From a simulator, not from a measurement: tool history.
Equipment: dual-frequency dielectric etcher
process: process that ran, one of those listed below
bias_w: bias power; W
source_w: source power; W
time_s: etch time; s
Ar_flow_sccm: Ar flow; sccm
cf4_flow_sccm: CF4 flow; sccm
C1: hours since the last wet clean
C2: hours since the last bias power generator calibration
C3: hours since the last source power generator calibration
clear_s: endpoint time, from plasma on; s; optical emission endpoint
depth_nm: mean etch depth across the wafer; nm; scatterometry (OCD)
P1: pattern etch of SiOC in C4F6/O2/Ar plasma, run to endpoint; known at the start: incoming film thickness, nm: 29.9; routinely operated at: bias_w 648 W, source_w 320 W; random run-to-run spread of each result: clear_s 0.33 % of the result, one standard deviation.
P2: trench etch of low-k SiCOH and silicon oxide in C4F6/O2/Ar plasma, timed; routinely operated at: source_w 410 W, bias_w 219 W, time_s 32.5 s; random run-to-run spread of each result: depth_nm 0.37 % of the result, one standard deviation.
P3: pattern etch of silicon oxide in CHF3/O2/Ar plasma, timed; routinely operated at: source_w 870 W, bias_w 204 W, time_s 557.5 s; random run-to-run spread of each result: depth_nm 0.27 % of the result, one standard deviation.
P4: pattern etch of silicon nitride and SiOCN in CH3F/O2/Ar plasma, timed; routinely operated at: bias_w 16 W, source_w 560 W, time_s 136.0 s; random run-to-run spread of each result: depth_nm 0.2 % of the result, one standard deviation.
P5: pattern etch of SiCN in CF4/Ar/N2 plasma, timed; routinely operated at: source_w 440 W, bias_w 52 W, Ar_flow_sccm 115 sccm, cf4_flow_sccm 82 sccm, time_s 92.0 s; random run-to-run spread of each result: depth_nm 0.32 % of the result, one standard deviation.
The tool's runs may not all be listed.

{"run": 1, "hour": 8.7, "process": "P1", "bias_w": 648, "source_w": 320, "C1": 204.4, "C2": 1635.9, "C3": 928.5, "clear_s": 9.8497}
{"run": 2, "hour": 18.4, "process": "P4", "bias_w": 16, "source_w": 560, "time_s": 201.5, "C1": 214.1, "C2": 1645.6, "C3": 938.2, "depth_nm": 25.962}
{"run": 3, "hour": 30.0, "process": "P1", "bias_w": 871, "source_w": 320, "C1": 225.7, "C2": 1657.2, "C3": 949.8, "clear_s": 8.8348}
{"run": 4, "hour": 39.7, "process": "P2", "bias_w": 219, "source_w": 410, "time_s": 18.0, "C1": 235.4, "C2": 1666.9, "C3": 959.5, "depth_nm": 57.972}
{"run": 5, "hour": 47.1, "process": "P1", "bias_w": 437, "source_w": 260, "C1": 242.8, "C2": 1674.3, "C3": 966.9, "clear_s": 12.39}
{"run": 6, "hour": 53.7, "process": "P1", "bias_w": 648, "source_w": 190, "C1": 249.4, "C2": 1680.9, "C3": 973.5, "clear_s": 11.858}
{"run": 7, "hour": 64.5, "process": "P2", "bias_w": 219, "source_w": 410, "time_s": 32.5, "C1": 260.2, "C2": 1691.7, "C3": 984.3, "depth_nm": 104.65}
{"run": 8, "hour": 76.1, "process": "P1", "bias_w": 648, "source_w": 320, "C1": 271.8, "C2": 1703.3, "C3": 995.9, "clear_s": 9.8609}
{"run": 9, "hour": 84.8, "process": "P5", "bias_w": 52, "source_w": 440, "time_s": 92.0, "Ar_flow_sccm": 142, "cf4_flow_sccm": 82, "C1": 280.5, "C2": 1712.0, "C3": 1004.6, "depth_nm": 67.981}
{"run": 10, "hour": 97.5, "process": "P3", "bias_w": 204, "source_w": 870, "time_s": 306.5, "C1": 293.2, "C2": 1724.7, "C3": 1017.3, "depth_nm": 738.68}
{"run": 11, "hour": 107.4, "process": "P5", "bias_w": 52, "source_w": 440, "time_s": 112.5, "Ar_flow_sccm": 115, "cf4_flow_sccm": 82, "C1": 303.1, "C2": 1734.6, "C3": 1027.2, "depth_nm": 85.73}
{"run": 12, "hour": 114.9, "process": "P4", "bias_w": 16, "source_w": 330, "time_s": 136.0, "C1": 310.6, "C2": 1742.1, "C3": 1034.7, "depth_nm": 14.465}
{"run": 13, "hour": 126.1, "process": "P2", "bias_w": 219, "source_w": 520, "time_s": 32.5, "C1": 321.8, "C2": 1753.3, "C3": 1045.9, "depth_nm": 114.23}
{"run": 14, "hour": 138.3, "process": "P5", "bias_w": 52, "source_w": 440, "time_s": 92.0, "Ar_flow_sccm": 115, "cf4_flow_sccm": 100, "C1": 334.0, "C2": 1765.5, "C3": 1058.1, "depth_nm": 73.233}
{"run": 15, "hour": 151.5, "process": "P5", "bias_w": 52, "source_w": 270, "time_s": 92.0, "Ar_flow_sccm": 115, "cf4_flow_sccm": 82, "C1": 347.2, "C2": 1778.7, "C3": 1071.3, "depth_nm": 45.802}
{"run": 16, "hour": 160.5, "process": "P3", "bias_w": 204, "source_w": 870, "time_s": 557.5, "C1": 356.2, "C2": 1787.7, "C3": 1080.3, "depth_nm": 1351.1}
{"run": 17, "hour": 170.1, "process": "P1", "bias_w": 648, "source_w": 380, "C1": 365.8, "C2": 1797.3, "C3": 1089.9, "clear_s": 9.298}
{"run": 18, "hour": 180.4, "process": "P2", "bias_w": 283, "source_w": 410, "time_s": 32.5, "C1": 376.1, "C2": 1807.6, "C3": 1100.2, "depth_nm": 113.99}
{"run": 19, "hour": 189.0, "process": "P1", "bias_w": 648, "source_w": 320, "C1": 384.7, "C2": 1816.2, "C3": 1108.8, "clear_s": 9.8119}
{"run": 20, "hour": 196.2, "process": "P1", "bias_w": 416, "source_w": 320, "C1": 391.9, "C2": 1823.4, "C3": 1116.0, "clear_s": 11.69}
{"run": 21, "hour": 208.6, "process": "P1", "bias_w": 648, "source_w": 320, "C1": 404.3, "C2": 1835.8, "C3": 1128.4, "clear_s": 9.8209}
{"run": 22, "hour": 214.6, "process": "P4", "bias_w": 11, "source_w": 560, "time_s": 136.0, "C1": 410.3, "C2": 1841.8, "C3": 1134.4, "depth_nm": 15.233}
{"run": 23, "hour": 227.8, "process": "P5", "bias_w": 63, "source_w": 440, "time_s": 92.0, "Ar_flow_sccm": 115, "cf4_flow_sccm": 82, "C1": 423.5, "C2": 1855.0, "C3": 1147.6, "depth_nm": 75.093}
{"run": 24, "hour": 236.0, "process": "P4", "bias_w": 16, "source_w": 560, "time_s": 136.0, "C1": 431.7, "C2": 1863.2, "C3": 1155.8, "depth_nm": 17.525}
{"run": 25, "hour": 245.0, "process": "P1", "bias_w": 648, "source_w": 320, "C1": 440.7, "C2": 1872.2, "C3": 1164.8, "clear_s": 9.8348}
{"run": 26, "hour": 252.5, "process": "P5", "bias_w": 52, "source_w": 440, "time_s": 92.0, "Ar_flow_sccm": 115, "cf4_flow_sccm": 82, "C1": 448.2, "C2": 1879.7, "C3": 1172.3, "depth_nm": 70.518}
{"run": 27, "hour": 263.3, "process": "P3", "bias_w": 287, "source_w": 870, "time_s": 557.5, "C1": 459.0, "C2": 1890.5, "C3": 1183.1, "depth_nm": 1517.4}
{"run": 28, "hour": 271.1, "process": "P3", "bias_w": 204, "source_w": 590, "time_s": 557.5, "C1": 466.8, "C2": 1898.3, "C3": 1190.9, "depth_nm": 1162.1}
{"run": 29, "hour": 280.6, "process": "P2", "bias_w": 219, "source_w": 410, "time_s": 32.5, "C1": 476.3, "C2": 1907.8, "C3": 1200.4, "depth_nm": 104.65}
{"run": 30, "hour": 291.3, "process": "P1", "bias_w": 415, "source_w": 220, "C1": 487.0, "C2": 1918.5, "C3": 1211.1, "clear_s": 13.462}
{"run": 31, "hour": 302.5, "process": "P4", "bias_w": 16, "source_w": 560, "time_s": 136.0, "C1": 498.2, "C2": 1929.7, "C3": 1222.3, "depth_nm": 17.64}
{"run": 32, "hour": 313.3, "process": "P3", "bias_w": 204, "source_w": 870, "time_s": 557.5, "C1": 509.0, "C2": 1940.5, "C3": 1233.1, "depth_nm": 1338.4}
{"run": 33, "hour": 322.1, "process": "P1", "bias_w": 450, "source_w": 260, "C1": 517.8, "C2": 1949.3, "C3": 1241.9, "clear_s": 12.23}
{"run": 34, "hour": 333.1, "process": "P1", "bias_w": 648, "source_w": 320, "C1": 528.8, "C2": 1960.3, "C3": 1252.9, "clear_s": 9.8505}

Expected results for the next run?
{"run": 35, "hour": 340.0, "process": "P1", "bias_w": 648, "source_w": 320, "C1": 535.7, "C2": 1967.2, "C3": 1259.8, "clear_s": "?"}

clear_s: 9.9392 s
